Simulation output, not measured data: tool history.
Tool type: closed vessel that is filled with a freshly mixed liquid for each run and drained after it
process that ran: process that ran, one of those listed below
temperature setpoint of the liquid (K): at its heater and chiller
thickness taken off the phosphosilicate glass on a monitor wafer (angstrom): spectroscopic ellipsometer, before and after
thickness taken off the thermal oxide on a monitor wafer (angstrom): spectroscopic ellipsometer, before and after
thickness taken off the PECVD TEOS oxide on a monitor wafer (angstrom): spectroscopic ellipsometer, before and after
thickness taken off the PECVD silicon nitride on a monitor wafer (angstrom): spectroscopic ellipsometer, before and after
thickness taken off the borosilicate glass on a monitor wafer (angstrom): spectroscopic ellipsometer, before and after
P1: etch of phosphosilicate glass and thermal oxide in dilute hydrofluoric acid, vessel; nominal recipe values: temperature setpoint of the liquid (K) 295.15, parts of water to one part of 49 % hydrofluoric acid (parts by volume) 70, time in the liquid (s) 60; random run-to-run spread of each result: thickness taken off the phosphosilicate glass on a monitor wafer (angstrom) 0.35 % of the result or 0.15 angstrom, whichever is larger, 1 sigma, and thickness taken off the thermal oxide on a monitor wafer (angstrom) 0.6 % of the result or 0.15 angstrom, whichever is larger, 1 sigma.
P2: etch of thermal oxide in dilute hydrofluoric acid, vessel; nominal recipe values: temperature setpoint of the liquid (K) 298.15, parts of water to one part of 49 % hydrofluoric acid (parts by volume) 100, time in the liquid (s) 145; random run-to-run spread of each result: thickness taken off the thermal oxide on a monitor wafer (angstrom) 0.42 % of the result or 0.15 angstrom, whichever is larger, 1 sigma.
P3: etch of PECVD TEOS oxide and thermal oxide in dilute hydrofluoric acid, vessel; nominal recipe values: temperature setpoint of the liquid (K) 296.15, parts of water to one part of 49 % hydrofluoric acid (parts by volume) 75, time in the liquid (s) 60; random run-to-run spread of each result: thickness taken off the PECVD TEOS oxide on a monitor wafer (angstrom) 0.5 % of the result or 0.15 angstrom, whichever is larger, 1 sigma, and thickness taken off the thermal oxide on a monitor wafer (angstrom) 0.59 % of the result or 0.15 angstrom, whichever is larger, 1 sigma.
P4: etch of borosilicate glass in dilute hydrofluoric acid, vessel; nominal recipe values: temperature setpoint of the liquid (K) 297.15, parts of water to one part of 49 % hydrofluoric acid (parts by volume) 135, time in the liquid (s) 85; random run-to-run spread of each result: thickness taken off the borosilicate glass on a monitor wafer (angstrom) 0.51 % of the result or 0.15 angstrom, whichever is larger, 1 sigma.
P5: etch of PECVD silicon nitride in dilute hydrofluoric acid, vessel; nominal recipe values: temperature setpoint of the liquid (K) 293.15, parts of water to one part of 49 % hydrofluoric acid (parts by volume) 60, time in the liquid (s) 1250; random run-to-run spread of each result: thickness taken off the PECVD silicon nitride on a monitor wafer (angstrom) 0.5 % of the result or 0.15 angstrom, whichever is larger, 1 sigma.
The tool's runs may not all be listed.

| run | hour | process that ran | temperature setpoint of the liquid (K) | parts of water to one part of 49 % hydrofluoric acid (parts by volume) | time in the liquid (s) | hours since the thermometer was replaced | hours since the hydrofluoric acid flow meter was replaced | thickness taken off the phosphosilicate glass on a monitor wafer (angstrom) | thickness taken off the thermal oxide on a monitor wafer (angstrom) | thickness taken off the PECVD TEOS oxide on a monitor wafer (angstrom) | thickness taken off the PECVD silicon nitride on a monitor wafer (angstrom) | thickness taken off the borosilicate glass on a monitor wafer (angstrom) |
|---|---|---|---|---|---|---|---|---|---|---|---|---|
| 1 | 10.2 | P1 | 295.15 | 70 | 60 | 669.3 | 393.5 | 1583.2 | 40.051 |  |  |  |
| 2 | 21.5 | P1 | 295.15 | 70 | 30 | 680.6 | 404.8 | 797.37 | 19.909 |  |  |  |
| 3 | 32.6 | P3 | 296.15 | 20 | 60 | 691.7 | 415.9 |  | 148.58 | 870.14 |  |  |
| 4 | 46 | P3 | 302.65 | 75 | 60 | 705.1 | 429.3 |  | 47.924 | 279.12 |  |  |
| 5 | 56.8 | P1 | 295.15 | 70 | 60 | 715.9 | 440.1 | 1583.9 | 39.848 |  |  |  |
| 6 | 66.6 | P5 | 293.15 | 100 | 1250 | 725.7 | 449.9 |  |  |  | 364.17 |  |
| 7 | 73.2 | P1 | 295.15 | 70 | 105 | 732.3 | 456.5 | 2769.4 | 69.229 |  |  |  |
| 8 | 81.7 | P3 | 296.15 | 75 | 60 | 740.8 | 465 |  | 37.299 | 216.32 |  |  |
| 9 | 90.8 | P5 | 290.15 | 60 | 1250 | 749.9 | 474.1 |  |  |  | 485.72 |  |
| 10 | 97 | P4 | 290.65 | 135 | 85 | 756.1 | 480.3 |  |  |  |  | 137.97 |
| 11 | 109.7 | P1 | 295.15 | 70 | 60 | 768.8 | 493 | 1584.2 | 39.824 |  |  |  |
| 12 | 123.1 | P2 | 298.15 | 100 | 280 | 782.2 | 506.4 |  | 135.62 |  |  |  |
| 13 | 134 | P1 | 295.15 | 70 | 60 | 793.1 | 517.3 | 1583.9 | 39.575 |  |  |  |
| 14 | 142.5 | P4 | 297.15 | 80 | 85 | 801.6 | 525.8 |  |  |  |  | 320.01 |
| 15 | 149.2 | P1 | 295.15 | 25 | 60 | 808.3 | 532.5 | 4686.1 | 118.76 |  |  |  |
| 16 | 156.8 | P1 | 299.15 | 70 | 60 | 815.9 | 540.1 | 1876.3 | 47.092 |  |  |  |
| 17 | 165.1 | P5 | 293.15 | 60 | 550 | 824.2 | 548.4 |  |  |  | 263.69 |  |
| 18 | 175.4 | P1 | 290.15 | 70 | 60 | 834.5 | 558.7 | 1282.6 | 32.577 |  |  |  |
| 19 | 183.4 | P1 | 295.15 | 70 | 60 | 842.5 | 566.7 | 1590.3 | 39.774 |  |  |  |
| 20 | 195.1 | P4 | 297.15 | 135 | 85 | 854.2 | 578.4 |  |  |  |  | 176.68 |
| 21 | 206.2 | P1 | 295.15 | 45 | 30 | 865.3 | 589.5 | 1267.6 | 32.102 |  |  |  |
| 22 | 213.2 | P1 | 295.15 | 125 | 60 | 872.3 | 596.5 | 830.99 | 20.831 |  |  |  |
| 23 | 224.5 | P4 | 297.15 | 135 | 125 | 883.6 | 607.8 |  |  |  |  | 261.54 |
| 24 | 237 | P1 | 295.15 | 70 | 60 | 896.1 | 620.3 | 1594.1 | 39.629 |  |  |  |
| 25 | 247.1 | P2 | 298.15 | 35 | 145 | 906.2 | 630.4 |  | 217.85 |  |  |  |
| 26 | 255.8 | P2 | 306.15 | 100 | 145 | 914.9 | 639.1 |  | 95.472 |  |  |  |
| 27 | 265.9 | P5 | 293.15 | 60 | 1250 | 925 | 649.2 |  |  |  | 601.37 |  |
| 28 | 277.8 | P4 | 297.15 | 135 | 85 | 936.9 | 661.1 |  |  |  |  | 178.19 |
| 29 | 291.8 | P2 | 298.15 | 100 | 145 | 950.9 | 675.1 |  | 70.243 |  |  |  |
| 30 | 298.9 | P3 | 296.15 | 75 | 30 | 958 | 682.2 |  | 18.744 | 107.5 |  |  |
| 31 | 306.2 | P1 | 300.65 | 70 | 30 | 965.3 | 689.5 | 983.8 | 24.785 |  |  |  |
| 32 | 319.3 | P1 | 295.15 | 70 | 60 | 978.4 | 702.6 | 1584.3 | 39.94 |  |  |  |
| 33 | 326.7 | P1 | 295.15 | 70 | 60 | 985.8 | 710 | 1626.2 | 41.055 |  |  |  |
| 34 | 338.3 | P1 | 295.15 | 70 | 60 | 997.4 | 721.6 | 1657.8 | 41.684 |  |  |  |
| 35 | 346.3 | P1 | 295.15 | 70 | 60 | 1005.4 | 729.6 | 1675.4 | 42.393 |  |  |  |
| 36 | 353.3 | P1 | 295.15 | 70 | 60 | 1012.4 | 736.6 | 1685 | 42.412 |  |  |  |
| 37 | 361.2 | P1 | 295.15 | 70 | 60 | 1020.3 | 744.5 | 1685.7 | 42.616 |  |  |  |
| 38 | 369.7 | P1 | 295.15 | 70 | 60 | 1028.8 | 753 | 1686.5 | 42.296 |  |  |  |
| 39 | 382.3 | P1 | 295.15 | 70 | 60 | 1041.4 | 765.6 | 1697.6 | 42.735 |  |  |  |

P1 no longer gives what it gave before; its output has crept away from where it was. The following 2 causes, each at its listed size, fit the log equally well:
A: liquid hotter than its thermometer reads (K) = 1.65
B: hydrofluoric acid flow above the setpoint (%) = 6.42
The process output started creeping at around hour 319.3.

Question marks stand in for the results of the 4 check runs listed below, each run on one wafer. Under which run would the listed causes show clearly different results?
| check 1 | 394.9 | P4 | 297.15 | 135 | 85 |  |  |  |  |  |  | ? |
| check 2 | 394.9 | P3 | 296.15 | 75 | 60 |  |  |  | ? | ? |  |  |
| check 3 | 394.9 | P2 | 298.15 | 100 | 145 |  |  |  | ? |  |  |  |
| check 4 | 394.9 | P5 | 293.15 | 60 | 1250 |  |  |  |  |  | ? |  |

What each check would give under each cause:
| check | result | if A | if B |
|---|---|---|---|
| check 1 | thickness taken off the borosilicate glass on a monitor wafer (angstrom) | 189.65 | 191.27 |
| check 2 | thickness taken off the thermal oxide on a monitor wafer (angstrom) | 39.866 | 39.911 |
| check 2 | thickness taken off the PECVD TEOS oxide on a monitor wafer (angstrom) | 230.86 | 231.12 |
| check 3 | thickness taken off the thermal oxide on a monitor wafer (angstrom) | 74.927 | 75.342 |
| check 4 | thickness taken off the PECVD silicon nitride on a monitor wafer (angstrom) | 669.51 | 635.06 |
Distance between the nearest two causes, measured in the result of the check that separates them most: check 1 0.85 %; check 2 0.11 %; check 3 0.55 %; check 4 5.28 %
Only in check 4 would the causes give clearly different results; in the remaining checks their results would be nearly the same.

Here is what check 4 returned: thickness taken off the PECVD silicon nitride on a monitor wafer (angstrom) 669.97. Which cause is it?

It was cause A: liquid hotter than its thermometer reads (K).
